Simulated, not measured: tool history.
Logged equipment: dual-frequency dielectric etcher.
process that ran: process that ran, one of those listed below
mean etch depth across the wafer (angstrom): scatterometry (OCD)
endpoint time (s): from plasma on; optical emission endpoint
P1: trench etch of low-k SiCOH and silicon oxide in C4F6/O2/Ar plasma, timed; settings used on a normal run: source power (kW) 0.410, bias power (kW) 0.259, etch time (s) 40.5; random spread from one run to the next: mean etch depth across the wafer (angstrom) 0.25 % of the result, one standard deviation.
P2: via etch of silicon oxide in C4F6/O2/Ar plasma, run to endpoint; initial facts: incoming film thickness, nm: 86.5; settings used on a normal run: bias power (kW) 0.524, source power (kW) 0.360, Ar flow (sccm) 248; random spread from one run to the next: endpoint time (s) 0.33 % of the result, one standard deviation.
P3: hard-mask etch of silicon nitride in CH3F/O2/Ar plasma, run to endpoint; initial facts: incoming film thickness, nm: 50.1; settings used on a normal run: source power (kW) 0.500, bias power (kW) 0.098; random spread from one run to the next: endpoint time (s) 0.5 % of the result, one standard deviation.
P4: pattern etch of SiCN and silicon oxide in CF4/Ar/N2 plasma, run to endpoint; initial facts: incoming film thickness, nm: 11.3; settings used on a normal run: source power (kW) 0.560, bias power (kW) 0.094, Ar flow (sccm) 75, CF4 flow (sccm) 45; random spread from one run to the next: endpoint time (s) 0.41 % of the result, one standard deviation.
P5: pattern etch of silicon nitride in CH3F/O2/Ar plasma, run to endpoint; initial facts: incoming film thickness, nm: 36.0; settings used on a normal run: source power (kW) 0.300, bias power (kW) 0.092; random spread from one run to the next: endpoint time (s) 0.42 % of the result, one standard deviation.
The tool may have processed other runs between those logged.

| run | hour | process that ran | source power (kW) | bias power (kW) | etch time (s) | Ar flow (sccm) | CF4 flow (sccm) | hours since the last wet clean | hours since the last source power generator calibration | hours since the last bias power generator calibration | mean etch depth across the wafer (angstrom) | endpoint time (s) |
|---|---|---|---|---|---|---|---|---|---|---|---|---|
| 1 | 9.6 | P1 | 0.410 | 0.259 | 40.5 |  |  | 158.5 | 533.5 | 2415.4 | 1423.60 |  |
| 2 | 19.1 | P3 | 0.500 | 0.072 |  |  |  | 168.0 | 543.0 | 2424.9 |  | 66.0580 |
| 3 | 27.2 | P4 | 0.780 | 0.094 |  | 75 | 45 | 176.1 | 551.1 | 2433.0 |  | 7.5196 |
| 4 | 37.8 | P5 | 0.300 | 0.092 |  |  |  | 186.7 | 561.7 | 2443.6 |  | 52.8000 |
| 5 | 47.8 | P3 | 0.500 | 0.098 |  |  |  | 196.7 | 571.7 | 2453.6 |  | 59.3580 |
| 6 | 54.8 | P1 | 0.330 | 0.259 | 40.5 |  |  | 203.7 | 578.7 | 2460.6 | 1314.80 |  |
| 7 | 64.0 | P1 | 0.410 | 0.259 | 40.5 |  |  | 212.9 | 587.9 | 2469.8 | 1431.20 |  |
| 8 | 71.2 | P2 | 0.360 | 0.636 |  | 248 |  | 220.1 | 595.1 | 2477.0 |  | 17.3900 |
| 9 | 83.2 | P2 | 0.360 | 0.524 |  | 173 |  | 232.1 | 607.1 | 2489.0 |  | 17.9130 |
| 10 | 93.7 | P1 | 0.410 | 0.259 | 40.5 |  |  | 242.6 | 617.6 | 2499.5 | 1430.90 |  |
| 11 | 99.4 | P4 | 0.560 | 0.094 |  | 75 | 45 | 248.3 | 623.3 | 2505.2 |  | 10.1310 |
| 12 | 107.6 | P2 | 0.360 | 0.524 |  | 248 |  | 256.5 | 631.5 | 2513.4 |  | 18.8110 |
| 13 | 117.6 | P5 | 0.420 | 0.092 |  |  |  | 266.5 | 641.5 | 2523.4 |  | 46.7680 |
| 14 | 127.0 | P1 | 0.410 | 0.259 | 40.5 |  |  | 275.9 | 650.9 | 2532.8 | 1430.70 |  |
| 15 | 138.9 | P4 | 0.560 | 0.094 |  | 75 | 61 | 287.8 | 662.8 | 2544.7 |  | 9.6575 |
| 16 | 146.0 | P4 | 0.560 | 0.094 |  | 75 | 45 | 294.9 | 669.9 | 2551.8 |  | 10.1160 |
| 17 | 153.5 | P1 | 0.410 | 0.329 | 24.0 |  |  | 302.4 | 677.4 | 2559.3 | 924.55 |  |
| 18 | 165.9 | P1 | 0.410 | 0.259 | 40.5 |  |  | 314.8 | 689.8 | 2571.7 | 1429.20 |  |
| 19 | 178.4 | P1 | 0.410 | 0.356 | 40.5 |  |  | 327.3 | 702.3 | 2584.2 | 1596.20 |  |
|  | 183.9 | source power generator calibrated |
| 20 | 189.8 | P4 | 0.560 | 0.071 |  | 75 | 45 | 338.7 | 6.0 | 2595.6 |  | 11.1360 |
| 21 | 197.7 | P1 | 0.410 | 0.259 | 50.0 |  |  | 346.6 | 13.9 | 2603.5 | 1767.60 |  |
| 22 | 208.2 | P5 | 0.300 | 0.120 |  |  |  | 357.1 | 24.4 | 2614.0 |  | 47.8650 |
| 23 | 216.2 | P3 | 0.300 | 0.098 |  |  |  | 365.1 | 32.4 | 2622.0 |  | 71.3890 |
| 24 | 226.4 | P1 | 0.410 | 0.259 | 40.5 |  |  | 375.3 | 42.6 | 2632.2 | 1432.30 |  |
| 25 | 236.2 | P4 | 0.560 | 0.094 |  | 47 | 45 | 385.1 | 52.4 | 2642.0 |  | 9.5136 |
| 26 | 248.4 | P1 | 0.410 | 0.259 | 22.5 |  |  | 397.3 | 64.6 | 2654.2 | 795.30 |  |
| 27 | 260.8 | P1 | 0.410 | 0.345 | 30.0 |  |  | 409.7 | 77.0 | 2666.6 | 1161.10 |  |
| 28 | 271.1 | P5 | 0.300 | 0.092 |  |  |  | 420.0 | 87.3 | 2676.9 |  | 52.7170 |
| 29 | 279.1 | P2 | 0.440 | 0.524 |  | 248 |  | 428.0 | 95.3 | 2684.9 |  | 17.4280 |
| 30 | 289.5 | P3 | 0.500 | 0.098 |  |  |  | 438.4 | 105.7 | 2695.3 |  | 58.7700 |
| 31 | 298.4 | P2 | 0.360 | 0.524 |  | 248 |  | 447.3 | 114.6 | 2704.2 |  | 18.7440 |
| 32 | 304.5 | P1 | 0.410 | 0.211 | 40.5 |  |  | 453.4 | 120.7 | 2710.3 | 1333.60 |  |
| 33 | 317.3 | P1 | 0.530 | 0.306 | 40.5 |  |  | 466.2 | 133.5 | 2723.1 | 1666.20 |  |
| 34 | 325.0 | P1 | 0.530 | 0.259 | 40.5 |  |  | 473.9 | 141.2 | 2730.8 | 1572.50 |  |
| 35 | 337.8 | P1 | 0.410 | 0.259 | 40.5 |  |  | 486.7 | 154.0 | 2743.6 | 1429.90 |  |
| 36 | 347.1 | P1 | 0.410 | 0.259 | 40.5 |  |  | 496.0 | 163.3 | 2752.9 | 1436.50 |  |
| 37 | 353.8 | P1 | 0.410 | 0.259 | 40.5 |  |  | 502.7 | 170.0 | 2759.6 | 1445.20 |  |
| 38 | 361.1 | P1 | 0.410 | 0.259 | 40.5 |  |  | 510.0 | 177.3 | 2766.9 | 1444.10 |  |
| 39 | 366.9 | P1 | 0.410 | 0.259 | 40.5 |  |  | 515.8 | 183.1 | 2772.7 | 1442.40 |  |
| 40 | 377.9 | P1 | 0.410 | 0.259 | 40.5 |  |  | 526.8 | 194.1 | 2783.7 | 1445.60 |  |
| 41 | 391.0 | P1 | 0.410 | 0.259 | 40.5 |  |  | 539.9 | 207.2 | 2796.8 | 1452.20 |  |
|  | 400.7 | wet clean of the chamber |
| 42 | 401.6 | P1 | 0.410 | 0.259 | 40.5 |  |  | 1.0 | 217.8 | 2807.4 | 1451.80 |  |
| 43 | 410.4 | P1 | 0.410 | 0.259 | 40.5 |  |  | 9.8 | 226.6 | 2816.2 | 1454.50 |  |
| 44 | 421.4 | P1 | 0.410 | 0.259 | 40.5 |  |  | 20.8 | 237.6 | 2827.2 | 1441.60 |  |
| 45 | 428.4 | P1 | 0.410 | 0.259 | 40.5 |  |  | 27.8 | 244.6 | 2834.2 | 1449.60 |  |
| 46 | 438.9 | P1 | 0.410 | 0.259 | 40.5 |  |  | 38.3 | 255.1 | 2844.7 | 1457.00 |  |

Compared with where it was, what P1 gives has crept away. Each cause listed below fits the log as well as the rest, at the size given for it:
A: source power that arrives over what is set, % = 4.14
B: bias power that arrives over what is set, % = 4.65
The process output started creeping at around hour 337.8.
Every other cause this tool's parts could produce, and why it does not fit the log:
chamber walls in a state that raises the etch rate, %: serviced at hour 400.7, which brought nothing back

Below are 4 check runs, each averaged over 2 wafers, with their results shown as question marks. Which of them would give clearly different results depending on which cause is behind the drift?
| check 1 | 449.4 | P4 | 0.760 | 0.094 |  | 75 | 60 |  |  |  |  | ? |
| check 2 | 449.4 | P5 | 0.300 | 0.120 |  |  |  |  |  |  |  | ? |
| check 3 | 449.4 | P3 | 0.330 | 0.098 |  |  |  |  |  |  |  | ? |
| check 4 | 449.4 | P2 | 0.360 | 0.622 |  | 206 |  |  |  |  |  | ? |

If the cause were each of the candidates in turn, the checks would give the following:
| check | result | if A | if B |
|---|---|---|---|
| check 1 | endpoint time (s) | 7.1572 | 7.3049 |
| check 2 | endpoint time (s) | 47.1370 | 47.0110 |
| check 3 | endpoint time (s) | 67.8450 | 67.7210 |
| check 4 | endpoint time (s) | 16.9470 | 16.8990 |
Distance between the nearest two causes, measured in the result of the check that separates them most: check 1 2.04 %; check 2 0.27 %; check 3 0.18 %; check 4 0.28 %
Only in check 1 would the causes give clearly different results; in the remaining checks their results would be nearly the same.

Then check 1 was run and gave: endpoint time (s) 7.3368. Which cause is it?

B is the cause: bias power that arrives over what is set, %.
